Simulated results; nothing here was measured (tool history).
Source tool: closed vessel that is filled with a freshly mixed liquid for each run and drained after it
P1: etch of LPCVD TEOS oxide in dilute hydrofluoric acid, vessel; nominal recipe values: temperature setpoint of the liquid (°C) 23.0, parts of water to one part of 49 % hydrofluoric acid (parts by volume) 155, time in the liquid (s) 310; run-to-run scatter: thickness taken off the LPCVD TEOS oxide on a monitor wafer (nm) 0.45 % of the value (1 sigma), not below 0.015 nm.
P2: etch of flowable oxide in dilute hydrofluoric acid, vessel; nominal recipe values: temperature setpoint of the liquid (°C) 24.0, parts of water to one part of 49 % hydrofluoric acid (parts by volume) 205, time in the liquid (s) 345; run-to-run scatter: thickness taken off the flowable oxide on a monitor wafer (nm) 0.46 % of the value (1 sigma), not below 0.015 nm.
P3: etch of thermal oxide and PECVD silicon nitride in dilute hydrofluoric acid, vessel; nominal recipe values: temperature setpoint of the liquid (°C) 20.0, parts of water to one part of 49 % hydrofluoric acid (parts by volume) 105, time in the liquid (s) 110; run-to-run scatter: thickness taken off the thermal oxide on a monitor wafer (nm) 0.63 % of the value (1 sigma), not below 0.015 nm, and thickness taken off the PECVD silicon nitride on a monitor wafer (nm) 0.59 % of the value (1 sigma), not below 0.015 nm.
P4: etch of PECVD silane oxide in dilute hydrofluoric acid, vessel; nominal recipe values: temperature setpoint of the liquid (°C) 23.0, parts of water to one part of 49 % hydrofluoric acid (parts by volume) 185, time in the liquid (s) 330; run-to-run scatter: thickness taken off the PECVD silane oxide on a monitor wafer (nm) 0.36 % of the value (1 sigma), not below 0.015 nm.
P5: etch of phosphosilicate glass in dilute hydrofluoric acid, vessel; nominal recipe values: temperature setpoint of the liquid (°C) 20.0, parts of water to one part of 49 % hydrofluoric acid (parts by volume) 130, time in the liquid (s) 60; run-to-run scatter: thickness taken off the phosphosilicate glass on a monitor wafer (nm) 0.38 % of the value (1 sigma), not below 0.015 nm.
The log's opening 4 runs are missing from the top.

run	day	process that ran	temperature setpoint of the liquid (°C)	parts of water to one part of 49 % hydrofluoric acid (parts by volume)	time in the liquid (s)	hours since the thermometer was replaced	hours since the hydrofluoric acid flow meter was replaced	thickness taken off the LPCVD TEOS oxide on a monitor wafer (nm)	thickness taken off the phosphosilicate glass on a monitor wafer (nm)	thickness taken off the PECVD silane oxide on a monitor wafer (nm)	thickness taken off the thermal oxide on a monitor wafer (nm)	thickness taken off the PECVD silicon nitride on a monitor wafer (nm)	thickness taken off the flowable oxide on a monitor wafer (nm)
5	1.579	P1	23.0	155	310	1860.6	379.8	46.933					
6	1.954	P1	23.0	80	310	1869.6	388.8	97.592					
7	2.138	P1	23.0	155	310	1874.0	393.2	46.245					
8	2.492	P1	23.0	155	445	1882.5	401.7	66.517					
9	2.788	P1	17.5	155	310	1889.6	408.8	37.432					
10	3.004	P3	20.0	45	110	1894.8	414.0				10.5080	10.6110	
11	3.262	P3	20.0	105	190	1901.0	420.2				7.2156	8.1962	
12	3.571	P4	18.5	185	330	1908.4	427.6			30.356			
13	3.896	P3	20.0	105	110	1916.2	435.4				4.2593	4.6915	
14	4.088	P1	23.0	230	310	1920.8	440.0	29.016					
15	4.388	P2	24.0	205	580	1928.0	447.2						78.085
16	4.779	P5	26.0	130	60	1937.4	456.6		96.130				
17	4.971	P4	23.0	250	330	1942.0	461.2			24.867			
18	5.367	P2	24.0	205	345	1951.5	470.7						46.721
19	5.542	P5	20.0	130	30	1955.7	474.9		38.333				
20	5.912	P2	24.0	310	345	1964.6	483.8						27.429
21	6.254	P4	23.0	185	570	1972.8	492.0			62.089			
22	6.475	P3	24.5	105	110	1978.1	497.3				4.9698	6.3898	
23	6.762	P2	24.0	205	345	1985.0	504.2						46.513
24	7.025	P1	23.0	155	310	1991.3	510.5	46.501					
25	7.204	P1	23.0	70	590	1995.6	514.8	216.200					
26	7.475	P1	23.0	155	310	2002.1	521.3	46.476					
27	7.779	P5	20.0	130	60	2009.4	528.6		76.589				
28	8.108	P2	19.0	205	345	2017.3	536.5						38.685

Run 29 has not been measured yet. What should we expect?
29	8.475	P1	30.0	155	310	2026.1	545.3	?					

thickness taken off the LPCVD TEOS oxide on a monitor wafer (nm): 59.848
